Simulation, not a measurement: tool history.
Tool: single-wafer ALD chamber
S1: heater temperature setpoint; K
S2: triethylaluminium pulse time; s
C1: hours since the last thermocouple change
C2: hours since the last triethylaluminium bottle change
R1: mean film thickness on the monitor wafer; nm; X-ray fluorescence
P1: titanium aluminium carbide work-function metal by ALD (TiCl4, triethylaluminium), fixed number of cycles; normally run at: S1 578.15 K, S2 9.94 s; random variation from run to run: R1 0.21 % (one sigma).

run	hour	S1	S2	C1	C2	R1
1	10.9	578.15	9.94	1023.3	185.6	2.0619
2	23.6	597.15	9.94	1036.0	198.3	2.2305
3	36.4	578.15	9.94	1048.8	211.1	2.0676
4	46.7	578.15	3.42	1059.1	221.4	1.4751
5	55.9	558.15	9.94	1068.3	230.6	1.8888
6	66.2	578.15	9.94	1078.6	240.9	2.0607
7	78.0	578.15	9.94	1090.4	252.7	2.0622
8	89.2	593.15	6.91	1101.6	263.9	2.0648
9	99.7	578.15	9.94	1112.1	274.4	2.0711
10	110.9	598.15	5.32	1123.3	285.6	1.9420
11	121.2	578.15	14.34	1133.6	295.9	2.1177
12	129.2	578.15	9.94	1141.6	303.9	2.0645
13	138.7	578.15	9.94	1151.1	313.4	2.0537
14	147.8	578.15	9.94	1160.2	322.5	2.0470
15	163.2	578.15	9.94	1175.6	337.9	2.0418
16	173.4	578.15	9.94	1185.8	348.1	2.0344
17	182.9	578.15	9.94	1195.3	357.6	2.0378
18	191.2	578.15	9.94	1203.6	365.9	2.0254

Forecast run 19:
19	203.3	578.15	9.94	1215.7	378.0	?

{"run 19": {"R1": 2.0191}}

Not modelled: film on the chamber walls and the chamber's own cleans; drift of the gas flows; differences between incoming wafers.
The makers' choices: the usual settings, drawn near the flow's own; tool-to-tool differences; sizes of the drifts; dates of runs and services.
